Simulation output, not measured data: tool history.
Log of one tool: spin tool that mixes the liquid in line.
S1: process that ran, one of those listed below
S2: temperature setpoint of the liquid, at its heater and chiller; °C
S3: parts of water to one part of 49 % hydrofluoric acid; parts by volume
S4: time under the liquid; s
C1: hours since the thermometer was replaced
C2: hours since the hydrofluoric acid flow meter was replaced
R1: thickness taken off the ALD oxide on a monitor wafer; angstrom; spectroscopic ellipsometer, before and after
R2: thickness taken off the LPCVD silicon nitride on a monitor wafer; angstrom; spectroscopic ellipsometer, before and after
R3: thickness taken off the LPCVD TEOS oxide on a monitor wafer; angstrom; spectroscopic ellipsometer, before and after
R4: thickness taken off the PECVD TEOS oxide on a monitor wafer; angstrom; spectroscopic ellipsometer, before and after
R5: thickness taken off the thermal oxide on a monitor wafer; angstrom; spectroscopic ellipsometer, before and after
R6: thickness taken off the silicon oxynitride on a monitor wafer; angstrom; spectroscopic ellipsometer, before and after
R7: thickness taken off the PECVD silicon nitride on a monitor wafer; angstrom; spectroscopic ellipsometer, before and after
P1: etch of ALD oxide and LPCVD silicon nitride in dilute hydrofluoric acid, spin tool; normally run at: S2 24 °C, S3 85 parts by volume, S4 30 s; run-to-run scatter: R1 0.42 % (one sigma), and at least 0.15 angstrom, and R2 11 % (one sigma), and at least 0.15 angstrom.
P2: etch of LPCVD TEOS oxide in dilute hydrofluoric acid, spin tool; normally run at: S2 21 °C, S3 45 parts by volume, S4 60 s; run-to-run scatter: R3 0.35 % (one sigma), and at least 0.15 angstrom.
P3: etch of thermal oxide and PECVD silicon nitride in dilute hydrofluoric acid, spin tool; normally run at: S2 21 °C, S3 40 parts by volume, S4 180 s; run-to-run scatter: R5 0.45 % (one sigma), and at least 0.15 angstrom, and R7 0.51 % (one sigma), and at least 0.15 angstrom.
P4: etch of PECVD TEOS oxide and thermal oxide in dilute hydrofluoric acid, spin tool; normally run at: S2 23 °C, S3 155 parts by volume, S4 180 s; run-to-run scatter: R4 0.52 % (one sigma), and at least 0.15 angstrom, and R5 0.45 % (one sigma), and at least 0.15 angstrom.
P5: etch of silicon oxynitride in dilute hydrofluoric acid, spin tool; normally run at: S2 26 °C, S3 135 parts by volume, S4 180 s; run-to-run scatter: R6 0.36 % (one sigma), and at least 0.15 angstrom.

Run 1, hour 8.6: S1 P1, S2 24 °C, S3 85 parts by volume, S4 30 s; C1 378; C2 323.1. Result: R1 76.221 angstrom, R2 1.9728 angstrom.
Run 2, hour 13.2: S1 P1, S2 24 °C, S3 85 parts by volume, S4 30 s; C1 382.6; C2 327.7. Result: R1 75.665 angstrom, R2 1.7313 angstrom.
Run 3, hour 19.1: S1 P2, S2 26 °C, S3 45 parts by volume, S4 60 s; C1 388.5; C2 333.6. Result: R3 597.93 angstrom.
Run 4, hour 25.8: S1 P1, S2 24 °C, S3 35 parts by volume, S4 30 s; C1 395.2; C2 340.3. Result: R1 195.81 angstrom, R2 4.9099 angstrom.
Run 5, hour 33.2: S1 P1, S2 17 °C, S3 145 parts by volume, S4 30 s; C1 402.6; C2 347.7. Result: R1 31.09 angstrom, R2 0.83459 angstrom.
Run 6, hour 39.5: S1 P4, S2 27 °C, S3 155 parts by volume, S4 180 s; C1 408.9; C2 354. Result: R4 139.44 angstrom, R5 57.947 angstrom.
Run 7, hour 45.7: S1 P4, S2 23 °C, S3 255 parts by volume, S4 180 s; C1 415.1; C2 360.2. Result: R4 65.632 angstrom, R5 27.206 angstrom.
Run 8, hour 50.1: S1 P1, S2 24 °C, S3 85 parts by volume, S4 15 s; C1 419.5; C2 364.6. Result: R1 37.787 angstrom, R2 0.78174 angstrom.
Run 9, hour 58.8: S1 P5, S2 26 °C, S3 135 parts by volume, S4 50 s; C1 428.2; C2 373.3. Result: R6 18.699 angstrom.
Run 10, hour 66.1: S1 P1, S2 24 °C, S3 85 parts by volume, S4 30 s; C1 435.5; C2 380.6. Result: R1 75.719 angstrom, R2 1.9829 angstrom.
Run 11, hour 71.8: S1 P3, S2 17 °C, S3 40 parts by volume, S4 180 s; C1 441.2; C2 386.3. Result: R5 168.45 angstrom, R7 46.55 angstrom.
Run 12, hour 76.6: S1 P5, S2 26 °C, S3 135 parts by volume, S4 180 s; C1 446; C2 391.1. Result: R6 68.145 angstrom.
Run 13, hour 81.5: S1 P1, S2 28 °C, S3 85 parts by volume, S4 30 s; C1 450.9; C2 396. Result: R1 88.33 angstrom, R2 2.701 angstrom.
Run 14, hour 90.2: S1 P1, S2 24 °C, S3 85 parts by volume, S4 30 s; C1 459.6; C2 404.7. Result: R1 75.013 angstrom, R2 2.176 angstrom.
Run 15, hour 98: S1 P3, S2 21 °C, S3 40 parts by volume, S4 295 s; C1 467.4; C2 412.5. Result: R5 325.09 angstrom, R7 99.555 angstrom.
Run 16, hour 104.5: S1 P2, S2 21 °C, S3 45 parts by volume, S4 60 s; C1 473.9; C2 419. Result: R3 483.95 angstrom.
Run 17, hour 109.1: S1 P5, S2 32 °C, S3 135 parts by volume, S4 180 s; C1 478.5; C2 423.6. Result: R6 88.819 angstrom.
Run 18, hour 117.4: S1 P3, S2 21 °C, S3 25 parts by volume, S4 180 s; C1 486.8; C2 431.9. Result: R5 322.52 angstrom, R7 95.74 angstrom.
Run 19, hour 123.7: S1 P4, S2 23 °C, S3 155 parts by volume, S4 15 s; C1 493.1; C2 438.2. Result: R4 10.297 angstrom, R5 4.285 angstrom.
Run 20, hour 132.3: S1 P3, S2 21 °C, S3 40 parts by volume, S4 180 s; C1 501.7; C2 446.8. Result: R5 197.63 angstrom, R7 61.301 angstrom.
Run 21, hour 138.7: S1 P1, S2 24 °C, S3 85 parts by volume, S4 50 s; C1 508.1; C2 453.2. Result: R1 125.27 angstrom, R2 3.2611 angstrom.
Run 22, hour 144: S1 P1, S2 24 °C, S3 140 parts by volume, S4 30 s; C1 513.4; C2 458.5. Result: R1 42.748 angstrom, R2 1.204 angstrom.
Run 23, hour 150.7: S1 P4, S2 23 °C, S3 155 parts by volume, S4 180 s; C1 520.1; C2 465.2. Result: R4 119.34 angstrom, R5 49.502 angstrom.
Run 24, hour 159: S1 P2, S2 21 °C, S3 45 parts by volume, S4 110 s; C1 528.4; C2 473.5. Result: R3 894.06 angstrom.
Run 25, hour 165.1: S1 P1, S2 24 °C, S3 85 parts by volume, S4 30 s; C1 534.5; C2 479.6. Result: R1 75.479 angstrom, R2 1.5951 angstrom.
Run 26, hour 170.7: S1 P5, S2 26 °C, S3 50 parts by volume, S4 180 s; C1 540.1; C2 485.2. Result: R6 198 angstrom.
Run 27, hour 176.9: S1 P1, S2 18.5 °C, S3 85 parts by volume, S4 30 s; C1 546.3; C2 491.4. Result: R1 59.498 angstrom, R2 1.0432 angstrom.
Run 28, hour 182.5: S1 P2, S2 21 °C, S3 20 parts by volume, S4 60 s; C1 551.9; C2 497. Result: R3 1131.5 angstrom.
Run 29, hour 186.3: S1 P1, S2 24 °C, S3 85 parts by volume, S4 30 s; C1 555.7; C2 500.8. Result: R1 75.03 angstrom, R2 2.0892 angstrom.
Run 30, hour 190.4: S1 P2, S2 21 °C, S3 45 parts by volume, S4 60 s; C1 559.8; C2 504.9. Result: R3 486.74 angstrom.
Run 31, hour 197: S1 P1, S2 24 °C, S3 85 parts by volume, S4 30 s; C1 566.4; C2 511.5. Result: R1 74.69 angstrom, R2 1.8222 angstrom.
Run 32, hour 204.2: S1 P1, S2 24 °C, S3 85 parts by volume, S4 30 s; C1 573.6; C2 518.7. Result: R1 73.742 angstrom, R2 2.239 angstrom.
Run 33, hour 212.9: S1 P1, S2 24 °C, S3 85 parts by volume, S4 30 s; C1 582.3; C2 527.4. Result: R1 72.599 angstrom, R2 1.3676 angstrom.
Run 34, hour 217.4: S1 P1, S2 24 °C, S3 85 parts by volume, S4 30 s; C1 586.8; C2 531.9. Result: R1 72.011 angstrom, R2 1.9157 angstrom.
Run 35, hour 224.1: S1 P1, S2 24 °C, S3 85 parts by volume, S4 30 s; C1 593.5; C2 538.6. Result: R1 71.927 angstrom, R2 1.7225 angstrom.
Run 36, hour 229.1: S1 P1, S2 24 °C, S3 85 parts by volume, S4 30 s; C1 598.5; C2 543.6. Result: R1 71.456 angstrom, R2 1.5343 angstrom.
Run 37, hour 236.7: S1 P1, S2 24 °C, S3 85 parts by volume, S4 30 s; C1 606.1; C2 551.2. Result: R1 70.889 angstrom, R2 1.8332 angstrom.
Run 38, hour 241: S1 P1, S2 24 °C, S3 85 parts by volume, S4 30 s; C1 610.4; C2 555.5. Result: R1 71.651 angstrom, R2 1.8728 angstrom.
Run 39, hour 249.5: S1 P1, S2 24 °C, S3 85 parts by volume, S4 30 s; C1 618.9; C2 564. Result: R1 71.571 angstrom, R2 1.6796 angstrom.

What P1 gives has crept away from where it was. These 2 causes fit the log equally well, each at the size given:
A: liquid colder than its thermometer reads (K) = 1.52
B: hydrofluoric acid flow below the setpoint (%) = 5.37
The creep began at about hour 197.

4 check runs are offered, one wafer each, their results left as question marks. Which one tells the causes apart?
Run check 1, hour 258: S1 P4, S2 23 °C, S3 155 parts by volume, S4 180 s. Result: R4 ?, R5 ?.
Run check 2, hour 258: S1 P5, S2 26 °C, S3 135 parts by volume, S4 180 s. Result: R6 ?.
Run check 3, hour 258: S1 P3, S2 21 °C, S3 40 parts by volume, S4 180 s. Result: R5 ?, R7 ?.
Run check 4, hour 258: S1 P2, S2 21 °C, S3 45 parts by volume, S4 60 s. Result: R3 ?.

What each check would give under each cause:
  check  result    if A    if B
check 1      R4  113.48   112.8
check 1      R5  46.669  46.391
check 2      R6  63.633  64.129
check 3      R5  185.78  187.06
check 3      R7  54.998  57.951
check 4      R3  455.96  458.88
How far apart the two closest causes lie, in the result that separates them most: check 1 0.6 %; check 2 0.78 %; check 3 5.23 %; check 4 0.64 %
Check 3 tells the causes apart: in the others they would give nearly the same result.

Check 3 was then run and gave: R5 186.62 angstrom; R7 57.964 angstrom. Which cause is it?

It is B: hydrofluoric acid flow below the setpoint (%).

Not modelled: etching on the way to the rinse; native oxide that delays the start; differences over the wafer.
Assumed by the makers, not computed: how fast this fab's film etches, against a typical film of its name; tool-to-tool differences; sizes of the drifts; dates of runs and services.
